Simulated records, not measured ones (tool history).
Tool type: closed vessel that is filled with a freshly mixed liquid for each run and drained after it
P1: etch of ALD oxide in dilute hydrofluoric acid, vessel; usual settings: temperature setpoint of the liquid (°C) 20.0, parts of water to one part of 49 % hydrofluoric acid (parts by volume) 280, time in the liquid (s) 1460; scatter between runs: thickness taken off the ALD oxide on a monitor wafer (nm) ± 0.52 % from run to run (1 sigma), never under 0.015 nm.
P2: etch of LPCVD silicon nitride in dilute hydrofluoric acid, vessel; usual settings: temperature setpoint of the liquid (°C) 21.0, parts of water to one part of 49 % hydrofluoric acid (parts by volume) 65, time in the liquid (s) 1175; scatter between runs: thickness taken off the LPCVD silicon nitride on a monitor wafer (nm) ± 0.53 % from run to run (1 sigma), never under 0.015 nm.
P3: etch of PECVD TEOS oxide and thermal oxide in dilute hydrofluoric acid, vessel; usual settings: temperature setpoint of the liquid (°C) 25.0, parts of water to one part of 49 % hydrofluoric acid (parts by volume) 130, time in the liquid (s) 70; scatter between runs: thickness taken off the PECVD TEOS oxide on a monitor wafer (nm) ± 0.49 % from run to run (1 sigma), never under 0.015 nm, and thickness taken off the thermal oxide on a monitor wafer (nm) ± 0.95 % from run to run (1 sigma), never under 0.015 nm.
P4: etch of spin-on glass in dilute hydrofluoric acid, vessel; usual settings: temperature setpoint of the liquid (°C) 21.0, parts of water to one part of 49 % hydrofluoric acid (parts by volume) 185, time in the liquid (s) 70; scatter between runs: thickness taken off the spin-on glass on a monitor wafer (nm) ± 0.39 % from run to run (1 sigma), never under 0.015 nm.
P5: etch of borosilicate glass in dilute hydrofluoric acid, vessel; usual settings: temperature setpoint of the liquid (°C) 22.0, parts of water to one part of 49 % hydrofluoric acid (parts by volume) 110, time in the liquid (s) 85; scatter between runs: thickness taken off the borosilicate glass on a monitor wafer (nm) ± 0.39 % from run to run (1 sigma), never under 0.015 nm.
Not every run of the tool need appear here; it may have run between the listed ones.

| run | hour | process that ran | temperature setpoint of the liquid (°C) | parts of water to one part of 49 % hydrofluoric acid (parts by volume) | time in the liquid (s) | thickness taken off the ALD oxide on a monitor wafer (nm) | thickness taken off the PECVD TEOS oxide on a monitor wafer (nm) | thickness taken off the thermal oxide on a monitor wafer (nm) | thickness taken off the spin-on glass on a monitor wafer (nm) | thickness taken off the borosilicate glass on a monitor wafer (nm) | thickness taken off the LPCVD silicon nitride on a monitor wafer (nm) |
|---|---|---|---|---|---|---|---|---|---|---|---|
| 1 | 13.3 | P1 | 20.0 | 280 | 1460 | 35.87800 |  |  |  |  |  |
| 2 | 20.7 | P3 | 25.0 | 130 | 30 |  | 1.9912 | 1.0986 |  |  |  |
| 3 | 29.1 | P1 | 20.0 | 370 | 2465 | 42.52400 |  |  |  |  |  |
| 4 | 42.8 | P4 | 21.0 | 330 | 70 |  |  |  | 5.4005 |  |  |
| 5 | 53.4 | P5 | 30.5 | 110 | 85 |  |  |  |  | 28.7680 |  |
| 6 | 66.8 | P1 | 23.5 | 280 | 1460 | 40.89100 |  |  |  |  |  |
| 7 | 74.3 | P1 | 20.0 | 280 | 1460 | 36.26300 |  |  |  |  |  |
| 8 | 83.1 | P3 | 25.0 | 130 | 70 |  | 4.6359 | 2.6238 |  |  |  |
| 9 | 98.1 | P1 | 20.0 | 470 | 65 | 0.81937 |  |  |  |  |  |
| 10 | 107.1 | P4 | 21.0 | 185 | 110 |  |  |  | 17.2760 |  |  |
| 11 | 118.8 | P1 | 17.0 | 280 | 1460 | 32.29100 |  |  |  |  |  |
| 12 | 131.1 | P5 | 22.0 | 175 | 85 |  |  |  |  | 12.2000 |  |
| 13 | 138.7 | P5 | 22.0 | 110 | 30 |  |  |  |  | 7.3336 |  |
| 14 | 148.1 | P1 | 20.0 | 140 | 1460 | 82.33100 |  |  |  |  |  |
| 15 | 155.9 | P1 | 20.0 | 280 | 1460 | 35.93800 |  |  |  |  |  |
| 16 | 165.3 | P3 | 33.0 | 130 | 70 |  | 6.2063 | 3.5767 |  |  |  |
|  | 166.2 | thermometer replaced |
| 17 | 174.9 | P4 | 21.0 | 185 | 70 |  |  |  | 11.0400 |  |  |
| 18 | 188.0 | P4 | 28.0 | 185 | 70 |  |  |  | 14.2980 |  |  |
| 19 | 198.5 | P2 | 21.0 | 65 | 35 |  |  |  |  |  | 0.21574 |
| 20 | 208.4 | P1 | 20.0 | 280 | 1460 | 35.73200 |  |  |  |  |  |
| 21 | 222.5 | P2 | 28.5 | 65 | 1175 |  |  |  |  |  | 11.96400 |
| 22 | 231.8 | P2 | 21.0 | 65 | 1175 |  |  |  |  |  | 7.26260 |
| 23 | 242.9 | P1 | 20.0 | 450 | 1460 | 19.30400 |  |  |  |  |  |
| 24 | 252.7 | P1 | 20.0 | 280 | 2090 | 51.59300 |  |  |  |  |  |
| 25 | 265.6 | P3 | 25.0 | 130 | 70 |  | 4.6861 | 2.6291 |  |  |  |
| 26 | 276.4 | P2 | 21.0 | 65 | 1175 |  |  |  |  |  | 7.25740 |
| 27 | 288.9 | P3 | 25.0 | 20 | 70 |  | 34.8130 | 19.5430 |  |  |  |
| 28 | 303.2 | P1 | 20.0 | 280 | 635 | 15.79800 |  |  |  |  |  |
| 29 | 313.4 | P2 | 21.0 | 30 | 1175 |  |  |  |  |  | 15.61500 |
| 30 | 326.1 | P5 | 22.0 | 110 | 85 |  |  |  |  | 20.9420 |  |
| 31 | 340.7 | P1 | 20.0 | 280 | 1460 | 36.14300 |  |  |  |  |  |
| 32 | 347.7 | P1 | 20.0 | 280 | 1460 | 35.44000 |  |  |  |  |  |
| 33 | 356.3 | P1 | 20.0 | 280 | 1460 | 34.58200 |  |  |  |  |  |
| 34 | 370.9 | P1 | 20.0 | 280 | 1460 | 33.87600 |  |  |  |  |  |
| 35 | 380.7 | P1 | 20.0 | 280 | 1460 | 34.05600 |  |  |  |  |  |
| 36 | 388.2 | P1 | 20.0 | 280 | 1460 | 33.70600 |  |  |  |  |  |
| 37 | 396.7 | P1 | 20.0 | 280 | 1460 | 33.45100 |  |  |  |  |  |
| 38 | 406.1 | P1 | 20.0 | 280 | 1460 | 33.49800 |  |  |  |  |  |
| 39 | 414.1 | P1 | 20.0 | 280 | 1460 | 33.31400 |  |  |  |  |  |
| 40 | 423.4 | P1 | 20.0 | 280 | 1460 | 33.23600 |  |  |  |  |  |
| 41 | 431.0 | P1 | 20.0 | 280 | 1460 | 33.51800 |  |  |  |  |  |
| 42 | 444.1 | P1 | 20.0 | 280 | 1460 | 33.03600 |  |  |  |  |  |

Something has made what P1 gives creep away from where it was; the 2 causes below, each at its own stated size, fit the log equally well:
A: hydrofluoric acid flow below the setpoint (%) = 6.19
B: liquid colder than its thermometer reads (K) = 2.16
Onset of the creep was near hour 340.7.

Listed below are the offered check runs, one wafer per run, with question marks in place of results. For which of them would the causes give clearly different outcomes?
| check 1 | 457.2 | P4 | 21.0 | 185 | 95 |  |  |  | ? |  |  |
| check 2 | 457.2 | P3 | 29.5 | 130 | 45 |  | ? | ? |  |  |  |
| check 3 | 457.2 | P2 | 26.0 | 30 | 1175 |  |  |  |  |  | ? |
| check 4 | 457.2 | P5 | 29.5 | 110 | 30 |  |  |  |  | ? |  |

If the cause were each of the candidates in turn, the checks would give the following:
| check | result | if A | if B |
|---|---|---|---|
| check 1 | thickness taken off the spin-on glass on a monitor wafer (nm) | 13.8730 | 13.7640 |
| check 2 | thickness taken off the PECVD TEOS oxide on a monitor wafer (nm) | 3.2647 | 3.2488 |
| check 2 | thickness taken off the thermal oxide on a monitor wafer (nm) | 1.8373 | 1.8284 |
| check 3 | thickness taken off the LPCVD silicon nitride on a monitor wafer (nm) | 20.46100 | 18.80900 |
| check 4 | thickness taken off the borosilicate glass on a monitor wafer (nm) | 9.1473 | 9.0775 |
Smallest distance between any two causes, each pair judged by its most separating result, in per cent: check 1 0.79 %; check 2 0.49 %; check 3 8.42 %; check 4 0.77 %
Check 3 is the one run that separates the causes; every other check would come out nearly the same whichever cause is at work.

Here is what check 3 returned: thickness taken off the LPCVD silicon nitride on a monitor wafer (nm) 18.82000. Which cause is it?

The correct cause is B, namely: liquid colder than its thermometer reads (K).

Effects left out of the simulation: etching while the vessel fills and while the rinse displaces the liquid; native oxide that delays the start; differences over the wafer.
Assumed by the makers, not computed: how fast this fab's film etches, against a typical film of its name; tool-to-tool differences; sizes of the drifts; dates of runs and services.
